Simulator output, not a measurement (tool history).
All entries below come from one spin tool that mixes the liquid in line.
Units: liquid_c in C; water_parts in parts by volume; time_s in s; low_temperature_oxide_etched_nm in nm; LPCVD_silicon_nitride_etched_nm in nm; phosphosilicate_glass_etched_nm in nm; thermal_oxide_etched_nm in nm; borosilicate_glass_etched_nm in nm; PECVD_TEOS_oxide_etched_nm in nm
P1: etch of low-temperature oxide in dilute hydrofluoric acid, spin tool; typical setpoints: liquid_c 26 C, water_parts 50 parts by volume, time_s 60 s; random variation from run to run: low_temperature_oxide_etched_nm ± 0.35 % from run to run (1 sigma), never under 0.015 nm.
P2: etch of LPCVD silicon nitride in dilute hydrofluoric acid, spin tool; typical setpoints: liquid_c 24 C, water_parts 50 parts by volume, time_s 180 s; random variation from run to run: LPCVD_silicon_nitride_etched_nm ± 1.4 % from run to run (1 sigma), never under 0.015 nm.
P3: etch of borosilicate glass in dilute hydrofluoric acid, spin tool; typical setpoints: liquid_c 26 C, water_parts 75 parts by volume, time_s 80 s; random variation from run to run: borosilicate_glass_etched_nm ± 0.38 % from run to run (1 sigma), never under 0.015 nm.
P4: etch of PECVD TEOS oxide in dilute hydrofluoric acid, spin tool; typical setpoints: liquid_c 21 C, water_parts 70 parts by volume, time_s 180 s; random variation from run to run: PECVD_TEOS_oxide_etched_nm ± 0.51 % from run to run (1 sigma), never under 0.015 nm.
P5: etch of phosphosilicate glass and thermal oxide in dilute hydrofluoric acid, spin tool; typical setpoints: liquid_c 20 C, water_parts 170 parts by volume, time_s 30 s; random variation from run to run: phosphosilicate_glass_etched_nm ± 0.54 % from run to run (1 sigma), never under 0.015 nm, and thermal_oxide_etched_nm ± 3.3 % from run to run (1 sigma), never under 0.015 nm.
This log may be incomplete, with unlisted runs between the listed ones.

| run | hour | process | liquid_c | water_parts | time_s | low_temperature_oxide_etched_nm | LPCVD_silicon_nitride_etched_nm | phosphosilicate_glass_etched_nm | thermal_oxide_etched_nm | borosilicate_glass_etched_nm | PECVD_TEOS_oxide_etched_nm |
|---|---|---|---|---|---|---|---|---|---|---|---|
| 1 | 13.7 | P1 | 26 | 50 | 60 | 35.982 |  |  |  |  |  |
| 2 | 28.2 | P2 | 24 | 20 | 180 |  | 4.3049 |  |  |  |  |
| 3 | 43.9 | P5 | 17 | 170 | 30 |  |  | 16.126 | 0.58228 |  |  |
| 4 | 58.6 | P5 | 20 | 170 | 50 |  |  | 30.562 | 1.1229 |  |  |
| 5 | 73.9 | P1 | 26 | 20 | 60 | 93.872 |  |  |  |  |  |
| 6 | 84.6 | P3 | 26 | 75 | 80 |  |  |  |  | 35.92 |  |
| 7 | 96.3 | P5 | 20 | 30 | 30 |  |  | 122.54 | 4.615 |  |  |
| 8 | 107.2 | P2 | 24 | 50 | 65 |  | 0.62756 |  |  |  |  |
|  | 109.7 | hydrofluoric acid flow meter replaced |
| 9 | 114.2 | P2 | 24 | 50 | 180 |  | 1.7315 |  |  |  |  |
| 10 | 129.7 | P4 | 28.5 | 70 | 180 |  |  |  |  |  | 27.03 |
| 11 | 139.8 | P2 | 30.5 | 50 | 180 |  | 2.6747 |  |  |  |  |
| 12 | 151.7 | P1 | 20 | 50 | 60 | 27.962 |  |  |  |  |  |
| 13 | 159.4 | P3 | 26 | 75 | 80 |  |  |  |  | 36.195 |  |
| 14 | 171.9 | P5 | 20 | 170 | 30 |  |  | 18.422 | 0.7123 |  |  |
| 15 | 183.1 | P3 | 21 | 75 | 80 |  |  |  |  | 29.355 |  |
| 16 | 191.8 | P1 | 26 | 50 | 60 | 36.095 |  |  |  |  |  |
| 17 | 201.7 | P1 | 26 | 50 | 60 | 35.738 |  |  |  |  |  |
| 18 | 210.8 | P3 | 26 | 135 | 80 |  |  |  |  | 18.549 |  |
| 19 | 224.1 | P1 | 26 | 50 | 30 | 18.006 |  |  |  |  |  |
| 20 | 238.2 | P4 | 21 | 70 | 20 |  |  |  |  |  | 2.235 |
| 21 | 253.3 | P1 | 26 | 50 | 105 | 62.842 |  |  |  |  |  |
| 22 | 263.1 | P1 | 34 | 50 | 60 | 49.075 |  |  |  |  |  |
| 23 | 277.5 | P1 | 26 | 70 | 15 | 6.2027 |  |  |  |  |  |
| 24 | 287.6 | P3 | 26 | 75 | 15 |  |  |  |  | 6.7911 |  |
| 25 | 298.3 | P1 | 26 | 70 | 60 | 24.868 |  |  |  |  |  |
| 26 | 306.1 | P4 | 21 | 130 | 180 |  |  |  |  |  | 10.025 |
| 27 | 321.5 | P4 | 21 | 70 | 180 |  |  |  |  |  | 19.995 |
| 28 | 333.8 | P1 | 26 | 50 | 60 | 35.975 |  |  |  |  |  |
| 29 | 342 | P1 | 26 | 50 | 60 | 35.757 |  |  |  |  |  |
| 30 | 350.3 | P1 | 26 | 50 | 60 | 35.727 |  |  |  |  |  |
| 31 | 361.6 | P1 | 26 | 50 | 60 | 36.902 |  |  |  |  |  |
| 32 | 369.8 | P1 | 26 | 50 | 60 | 37.447 |  |  |  |  |  |
| 33 | 377.4 | P1 | 26 | 50 | 60 | 37.661 |  |  |  |  |  |
| 34 | 388 | P1 | 26 | 50 | 60 | 38.007 |  |  |  |  |  |
| 35 | 403.6 | P1 | 26 | 50 | 60 | 38.586 |  |  |  |  |  |
| 36 | 418.6 | P1 | 26 | 50 | 60 | 38.742 |  |  |  |  |  |
| 37 | 433.7 | P1 | 26 | 50 | 60 | 38.638 |  |  |  |  |  |
| 38 | 445.6 | P1 | 26 | 50 | 60 | 38.824 |  |  |  |  |  |
| 39 | 459.4 | P1 | 26 | 50 | 60 | 39.123 |  |  |  |  |  |
| 40 | 467.3 | P1 | 26 | 50 | 60 | 38.822 |  |  |  |  |  |
| 41 | 474.9 | P1 | 26 | 50 | 60 | 39.01 |  |  |  |  |  |

Compared with where it was, what P1 gives has crept away. Each cause listed below fits the log as well as the rest, at the size given for it:
A: liquid hotter than its thermometer reads (K) = 2.14
B: hydrofluoric acid flow above the setpoint (%) = 8.35
Onset of the creep was near hour 350.3.

The list below offers 4 check runs, each averaging the results of 3 wafers, and shows each result as a question mark. For which of them would the listed causes give clearly different results?
| check 1 | 482.5 | P4 | 25 | 70 | 180 |  |  |  |  |  | ? |
| check 2 | 482.5 | P2 | 24 | 25 | 180 |  | ? |  |  |  |  |
| check 3 | 482.5 | P3 | 21.5 | 75 | 15 |  |  |  |  | ? |  |
| check 4 | 482.5 | P5 | 17 | 170 | 30 |  |  | ? | ? |  |  |

How each check would come out, cause by cause:
| check | result | if A | if B |
|---|---|---|---|
| check 1 | PECVD_TEOS_oxide_etched_nm | 25.605 | 25.658 |
| check 2 | LPCVD_silicon_nitride_etched_nm | 3.9665 | 3.7056 |
| check 3 | borosilicate_glass_etched_nm | 6.1573 | 6.1558 |
| check 4 | phosphosilicate_glass_etched_nm | 17.682 | 17.804 |
| check 4 | thermal_oxide_etched_nm | 0.64859 | 0.65306 |
Gap, in per cent, between the two causes that each check separates least, read from the result that separates them most: check 1 0.21 %; check 2 6.8 %; check 3 0.02 %; check 4 0.69 %
Only in check 2 would the causes give clearly different results; in the remaining checks their results would be nearly the same.

Here is what check 2 returned: LPCVD_silicon_nitride_etched_nm 3.7309 nm. Which cause is it?

B is the cause: hydrofluoric acid flow above the setpoint (%).
